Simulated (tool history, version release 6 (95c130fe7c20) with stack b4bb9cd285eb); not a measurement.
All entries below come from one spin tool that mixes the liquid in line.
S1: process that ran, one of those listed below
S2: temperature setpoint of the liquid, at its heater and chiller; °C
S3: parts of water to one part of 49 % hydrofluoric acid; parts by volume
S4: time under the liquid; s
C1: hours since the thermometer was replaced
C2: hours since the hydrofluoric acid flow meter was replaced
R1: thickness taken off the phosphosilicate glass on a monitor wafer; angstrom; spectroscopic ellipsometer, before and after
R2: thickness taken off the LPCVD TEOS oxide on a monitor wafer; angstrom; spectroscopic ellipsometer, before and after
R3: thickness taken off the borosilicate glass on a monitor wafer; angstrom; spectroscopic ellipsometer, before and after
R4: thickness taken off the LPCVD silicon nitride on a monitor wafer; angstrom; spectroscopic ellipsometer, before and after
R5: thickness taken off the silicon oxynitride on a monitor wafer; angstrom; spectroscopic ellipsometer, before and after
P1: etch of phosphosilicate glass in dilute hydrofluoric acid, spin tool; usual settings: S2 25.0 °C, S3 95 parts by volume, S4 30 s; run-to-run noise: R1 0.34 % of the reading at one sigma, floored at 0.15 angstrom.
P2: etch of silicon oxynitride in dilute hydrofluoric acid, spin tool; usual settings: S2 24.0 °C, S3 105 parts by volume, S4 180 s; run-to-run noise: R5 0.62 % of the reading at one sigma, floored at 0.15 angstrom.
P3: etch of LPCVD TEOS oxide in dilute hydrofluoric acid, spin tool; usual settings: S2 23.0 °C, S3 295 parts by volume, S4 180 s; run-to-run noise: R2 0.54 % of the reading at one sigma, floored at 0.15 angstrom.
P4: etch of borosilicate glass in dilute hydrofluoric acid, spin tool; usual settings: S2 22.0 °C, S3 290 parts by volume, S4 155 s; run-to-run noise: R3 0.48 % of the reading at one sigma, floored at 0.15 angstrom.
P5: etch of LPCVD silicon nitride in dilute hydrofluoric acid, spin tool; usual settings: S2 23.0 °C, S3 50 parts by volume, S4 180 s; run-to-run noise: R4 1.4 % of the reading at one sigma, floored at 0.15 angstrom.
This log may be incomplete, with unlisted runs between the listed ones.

{"run": 1, "hour": 18.4, "S1": "P1", "S2": 25.0, "S3": 95, "S4": 30, "C1": 711.9, "C2": 1065.6, "R1": 400.37}
{"run": 2, "hour": 34.5, "S1": "P1", "S2": 25.0, "S3": 30, "S4": 30, "C1": 728.0, "C2": 1081.7, "R1": 1366.5}
{"run": 3, "hour": 52.1, "S1": "P3", "S2": 23.0, "S3": 295, "S4": 180, "C1": 745.6, "C2": 1099.3, "R2": 151.75}
{"run": 4, "hour": 66.6, "S1": "P1", "S2": 25.0, "S3": 155, "S4": 30, "C1": 760.1, "C2": 1113.8, "R1": 226.0}
{"run": 5, "hour": 78.1, "S1": "P4", "S2": 29.0, "S3": 290, "S4": 155, "C1": 771.6, "C2": 1125.3, "R3": 260.86}
{"run": 6, "hour": 91.7, "S1": "P1", "S2": 32.0, "S3": 95, "S4": 15, "C1": 785.2, "C2": 1138.9, "R1": 260.21}
{"run": 7, "hour": 109.0, "S1": "P3", "S2": 23.0, "S3": 60, "S4": 180, "C1": 802.5, "C2": 1156.2, "R2": 960.89}
{"run": 8, "hour": 125.2, "S1": "P5", "S2": 23.0, "S3": 20, "S4": 180, "C1": 818.7, "C2": 1172.4, "R4": 39.499}
{"run": 9, "hour": 137.9, "S1": "P1", "S2": 20.5, "S3": 95, "S4": 30, "C1": 831.4, "C2": 1185.1, "R1": 331.75}
{"run": 10, "hour": 152.2, "S1": "P2", "S2": 24.0, "S3": 105, "S4": 180, "C1": 845.7, "C2": 1199.4, "R5": 42.402}
{"run": 11, "hour": 169.9, "S1": "P4", "S2": 22.0, "S3": 115, "S4": 155, "C1": 863.4, "C2": 1217.1, "R3": 614.93}
{"run": 12, "hour": 185.2, "S1": "P1", "S2": 25.0, "S3": 95, "S4": 30, "C1": 878.7, "C2": 1232.4, "R1": 398.06}
{"run": 13, "hour": 193.4, "S1": "P4", "S2": 22.0, "S3": 290, "S4": 155, "C1": 886.9, "C2": 1240.6, "R3": 203.3}
{"run": 14, "hour": 201.6, "S1": "P1", "S2": 25.0, "S3": 95, "S4": 30, "C1": 895.1, "C2": 1248.8, "R1": 399.41}
{"run": 15, "hour": 216.4, "S1": "P3", "S2": 23.0, "S3": 295, "S4": 285, "C1": 909.9, "C2": 1263.6, "R2": 238.54}
{"run": 16, "hour": 231.4, "S1": "P5", "S2": 17.0, "S3": 50, "S4": 180, "C1": 924.9, "C2": 1278.6, "R4": 10.803}
{"run": 17, "hour": 242.6, "S1": "P4", "S2": 22.0, "S3": 290, "S4": 280, "C1": 936.1, "C2": 1289.8, "R3": 367.9}
{"run": 18, "hour": 252.1, "S1": "P1", "S2": 25.0, "S3": 95, "S4": 30, "C1": 945.6, "C2": 1299.3, "R1": 396.67}
{"run": 19, "hour": 260.8, "S1": "P3", "S2": 17.0, "S3": 295, "S4": 180, "C1": 954.3, "C2": 1308.0, "R2": 122.04}
{"run": 20, "hour": 270.0, "S1": "P1", "S2": 32.0, "S3": 95, "S4": 30, "C1": 963.5, "C2": 1317.2, "R1": 521.73}
{"run": 21, "hour": 286.2, "S1": "P3", "S2": 23.0, "S3": 295, "S4": 180, "C1": 979.7, "C2": 1333.4, "R2": 149.88}
{"run": 22, "hour": 298.8, "S1": "P1", "S2": 25.0, "S3": 95, "S4": 45, "C1": 992.3, "C2": 1346.0, "R1": 597.05}
{"run": 23, "hour": 312.2, "S1": "P5", "S2": 23.0, "S3": 50, "S4": 180, "C1": 1005.7, "C2": 1359.4, "R4": 16.197}
{"run": 24, "hour": 329.4, "S1": "P2", "S2": 31.5, "S3": 105, "S4": 180, "C1": 1022.9, "C2": 1376.6, "R5": 59.001}
{"run": 25, "hour": 343.9, "S1": "P1", "S2": 25.0, "S3": 95, "S4": 30, "C1": 1037.4, "C2": 1391.1, "R1": 396.25}
{"run": 26, "hour": 357.9, "S1": "P1", "S2": 25.0, "S3": 55, "S4": 60, "C1": 1051.4, "C2": 1405.1, "R1": 1439.6}
{"run": 27, "hour": 373.0, "S1": "P2", "S2": 24.0, "S3": 30, "S4": 180, "C1": 1066.5, "C2": 1420.2, "R5": 157.48}
{"run": 28, "hour": 390.5, "S1": "P2", "S2": 24.0, "S3": 105, "S4": 345, "C1": 1084.0, "C2": 1437.7, "R5": 81.757}
{"run": 29, "hour": 407.9, "S1": "P1", "S2": 25.0, "S3": 95, "S4": 15, "C1": 1101.4, "C2": 1455.1, "R1": 199.92}
{"run": 30, "hour": 426.3, "S1": "P1", "S2": 30.5, "S3": 95, "S4": 15, "C1": 1119.8, "C2": 1473.5, "R1": 245.74}
{"run": 31, "hour": 443.5, "S1": "P5", "S2": 23.0, "S3": 50, "S4": 30, "C1": 1137.0, "C2": 1490.7, "R4": 2.6818}
{"run": 32, "hour": 459.5, "S1": "P5", "S2": 23.0, "S3": 50, "S4": 180, "C1": 1153.0, "C2": 1506.7, "R4": 16.241}
{"run": 33, "hour": 472.3, "S1": "P1", "S2": 25.0, "S3": 95, "S4": 30, "C1": 1165.8, "C2": 1519.5, "R1": 397.73}
{"run": 34, "hour": 490.2, "S1": "P1", "S2": 25.0, "S3": 95, "S4": 30, "C1": 1183.7, "C2": 1537.4, "R1": 381.8}
{"run": 35, "hour": 508.3, "S1": "P1", "S2": 25.0, "S3": 95, "S4": 30, "C1": 1201.8, "C2": 1555.5, "R1": 374.38}
{"run": 36, "hour": 525.6, "S1": "P1", "S2": 25.0, "S3": 95, "S4": 30, "C1": 1219.1, "C2": 1572.8, "R1": 368.69}
{"run": 37, "hour": 539.0, "S1": "P1", "S2": 25.0, "S3": 95, "S4": 30, "C1": 1232.5, "C2": 1586.2, "R1": 367.95}
{"run": 38, "hour": 554.9, "S1": "P1", "S2": 25.0, "S3": 95, "S4": 30, "C1": 1248.4, "C2": 1602.1, "R1": 366.44}
{"run": 39, "hour": 568.4, "S1": "P1", "S2": 25.0, "S3": 95, "S4": 30, "C1": 1261.9, "C2": 1615.6, "R1": 367.56}

P1 no longer gives what it gave before; its output has crept away from where it was. The following 2 causes, each at its listed size, fit the log equally well:
A: liquid colder than its thermometer reads (K) = 2.04
B: hydrofluoric acid flow below the setpoint (%) = 6.95
Onset of the creep was near hour 472.3.

The list below offers 4 check runs, each averaging the results of 2 wafers, and shows each result as a question mark. For which of them would the listed causes give clearly different results?
{"run": "check 1", "hour": 581.9, "S1": "P3", "S2": 23.0, "S3": 80, "S4": 180, "R2": "?"}
{"run": "check 2", "hour": 581.9, "S1": "P4", "S2": 22.0, "S3": 120, "S4": 230, "R3": "?"}
{"run": "check 3", "hour": 581.9, "S1": "P5", "S2": 18.5, "S3": 20, "S4": 180, "R4": "?"}
{"run": "check 4", "hour": 581.9, "S1": "P2", "S2": 30.5, "S3": 105, "S4": 270, "R5": "?"}

If the cause were each of the candidates in turn, the checks would give the following:
check=check_1 result=R2 if_A=647.39 if_B=649.99
check=check_2 result=R3 if_A=803.43 if_B=803.30
check=check_3 result=R4 if_A=24.4090 if_B=26.3930
check=check_4 result=R5 if_A=78.221 if_B=79.125
Minimum pairwise separation of causes per check, each pair taken at its best-separating result: check 1 0.4 %; check 2 0.02 %; check 3 7.82 %; check 4 1.15 %
Only check 3 tells the causes apart: in the others they would give nearly the same result.

Check 3 was then run and gave: R4 24.3170 angstrom. Which cause is it?

It is A: liquid colder than its thermometer reads (K).

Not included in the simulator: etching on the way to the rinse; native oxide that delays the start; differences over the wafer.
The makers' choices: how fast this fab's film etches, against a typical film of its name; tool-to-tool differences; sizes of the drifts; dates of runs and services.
